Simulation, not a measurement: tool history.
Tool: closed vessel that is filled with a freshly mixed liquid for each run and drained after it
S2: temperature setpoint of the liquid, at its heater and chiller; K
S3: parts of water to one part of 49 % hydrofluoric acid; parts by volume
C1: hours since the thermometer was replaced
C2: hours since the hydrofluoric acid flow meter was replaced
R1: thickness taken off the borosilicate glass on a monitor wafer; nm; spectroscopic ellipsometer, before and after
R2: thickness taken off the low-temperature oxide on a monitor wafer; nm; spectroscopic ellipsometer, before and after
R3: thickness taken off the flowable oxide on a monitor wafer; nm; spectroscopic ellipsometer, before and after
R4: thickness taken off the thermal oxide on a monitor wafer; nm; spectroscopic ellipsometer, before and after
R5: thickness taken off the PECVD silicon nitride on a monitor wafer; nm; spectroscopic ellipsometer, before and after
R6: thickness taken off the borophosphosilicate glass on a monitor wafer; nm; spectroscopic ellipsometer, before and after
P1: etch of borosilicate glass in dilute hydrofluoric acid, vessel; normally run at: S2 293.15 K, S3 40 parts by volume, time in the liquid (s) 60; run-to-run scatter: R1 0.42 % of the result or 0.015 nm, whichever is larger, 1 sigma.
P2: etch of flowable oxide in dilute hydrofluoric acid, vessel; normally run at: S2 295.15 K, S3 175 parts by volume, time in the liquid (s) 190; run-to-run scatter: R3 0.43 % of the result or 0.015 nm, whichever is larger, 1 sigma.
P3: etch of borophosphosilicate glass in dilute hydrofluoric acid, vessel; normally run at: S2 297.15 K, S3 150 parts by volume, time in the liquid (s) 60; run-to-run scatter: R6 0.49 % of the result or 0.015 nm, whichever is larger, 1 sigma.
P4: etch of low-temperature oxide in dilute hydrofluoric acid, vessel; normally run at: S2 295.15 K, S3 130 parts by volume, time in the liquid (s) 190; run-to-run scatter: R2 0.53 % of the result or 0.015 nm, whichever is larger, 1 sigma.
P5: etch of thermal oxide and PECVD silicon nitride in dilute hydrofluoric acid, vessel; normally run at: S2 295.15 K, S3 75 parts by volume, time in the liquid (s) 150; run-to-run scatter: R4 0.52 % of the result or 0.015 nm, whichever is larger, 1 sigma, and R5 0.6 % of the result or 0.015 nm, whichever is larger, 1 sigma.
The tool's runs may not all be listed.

run 1 hour=4.1 | process_that_ran=P1 S2=293.15 S3=40 time_in_the_liquid_(s)=60 | C1=301.3 C2=246.2 | R1=63.529
run 2 hour=8.0 | process_that_ran=P1 S2=296.65 S3=40 time_in_the_liquid_(s)=60 | C1=305.2 C2=250.1 | R1=73.502
run 3 hour=11.8 | process_that_ran=P1 S2=293.15 S3=40 time_in_the_liquid_(s)=60 | C1=309.0 C2=253.9 | R1=63.373
run 4 hour=17.1 | process_that_ran=P4 S2=295.15 S3=130 time_in_the_liquid_(s)=190 | C1=314.3 C2=259.2 | R2=15.279
-- hour=20.0 thermometer replaced
run 5 hour=20.9 | process_that_ran=P1 S2=293.15 S3=55 time_in_the_liquid_(s)=30 | C1=1.0 C2=263.0 | R1=22.587
run 6 hour=26.2 | process_that_ran=P4 S2=295.15 S3=35 time_in_the_liquid_(s)=190 | C1=6.3 C2=268.3 | R2=63.835
run 7 hour=29.1 | process_that_ran=P2 S2=295.15 S3=175 time_in_the_liquid_(s)=190 | C1=9.2 C2=271.2 | R3=47.799
run 8 hour=34.3 | process_that_ran=P1 S2=293.15 S3=25 time_in_the_liquid_(s)=60 | C1=14.4 C2=276.4 | R1=103.200
run 9 hour=39.7 | process_that_ran=P5 S2=295.15 S3=75 time_in_the_liquid_(s)=150 | C1=19.8 C2=281.8 | R4=8.7123 R5=4.2693
run 10 hour=44.3 | process_that_ran=P4 S2=295.15 S3=130 time_in_the_liquid_(s)=375 | C1=24.4 C2=286.4 | R2=30.135
run 11 hour=47.1 | process_that_ran=P3 S2=297.15 S3=150 time_in_the_liquid_(s)=60 | C1=27.2 C2=289.2 | R6=21.404
run 12 hour=52.5 | process_that_ran=P2 S2=295.15 S3=175 time_in_the_liquid_(s)=370 | C1=32.6 C2=294.6 | R3=92.911
run 13 hour=55.9 | process_that_ran=P1 S2=298.65 S3=40 time_in_the_liquid_(s)=90 | C1=36.0 C2=298.0 | R1=119.770
-- hour=57.6 hydrofluoric acid flow meter replaced
run 14 hour=59.4 | process_that_ran=P1 S2=293.15 S3=40 time_in_the_liquid_(s)=90 | C1=39.5 C2=1.9 | R1=95.031
run 15 hour=63.7 | process_that_ran=P4 S2=290.15 S3=130 time_in_the_liquid_(s)=190 | C1=43.8 C2=6.2 | R2=12.475
run 16 hour=66.5 | process_that_ran=P1 S2=293.15 S3=40 time_in_the_liquid_(s)=60 | C1=46.6 C2=9.0 | R1=63.265
run 17 hour=69.8 | process_that_ran=P3 S2=297.15 S3=150 time_in_the_liquid_(s)=60 | C1=49.9 C2=12.3 | R6=21.459
run 18 hour=74.4 | process_that_ran=P3 S2=297.15 S3=150 time_in_the_liquid_(s)=115 | C1=54.5 C2=16.9 | R6=40.997
run 19 hour=78.7 | process_that_ran=P5 S2=301.65 S3=75 time_in_the_liquid_(s)=150 | C1=58.8 C2=21.2 | R4=11.3890 R5=6.4755
run 20 hour=82.4 | process_that_ran=P3 S2=297.15 S3=30 time_in_the_liquid_(s)=60 | C1=62.5 C2=24.9 | R6=124.700
run 21 hour=88.5 | process_that_ran=P2 S2=303.15 S3=175 time_in_the_liquid_(s)=190 | C1=68.6 C2=31.0 | R3=64.207

The next listed run, before its measurement:
run 22 hour=91.4 | process_that_ran=P1 S2=293.15 S3=65 time_in_the_liquid_(s)=60 | C1=71.5 C2=33.9 | R1=?

Run 22 gave R1 37.794 nm.

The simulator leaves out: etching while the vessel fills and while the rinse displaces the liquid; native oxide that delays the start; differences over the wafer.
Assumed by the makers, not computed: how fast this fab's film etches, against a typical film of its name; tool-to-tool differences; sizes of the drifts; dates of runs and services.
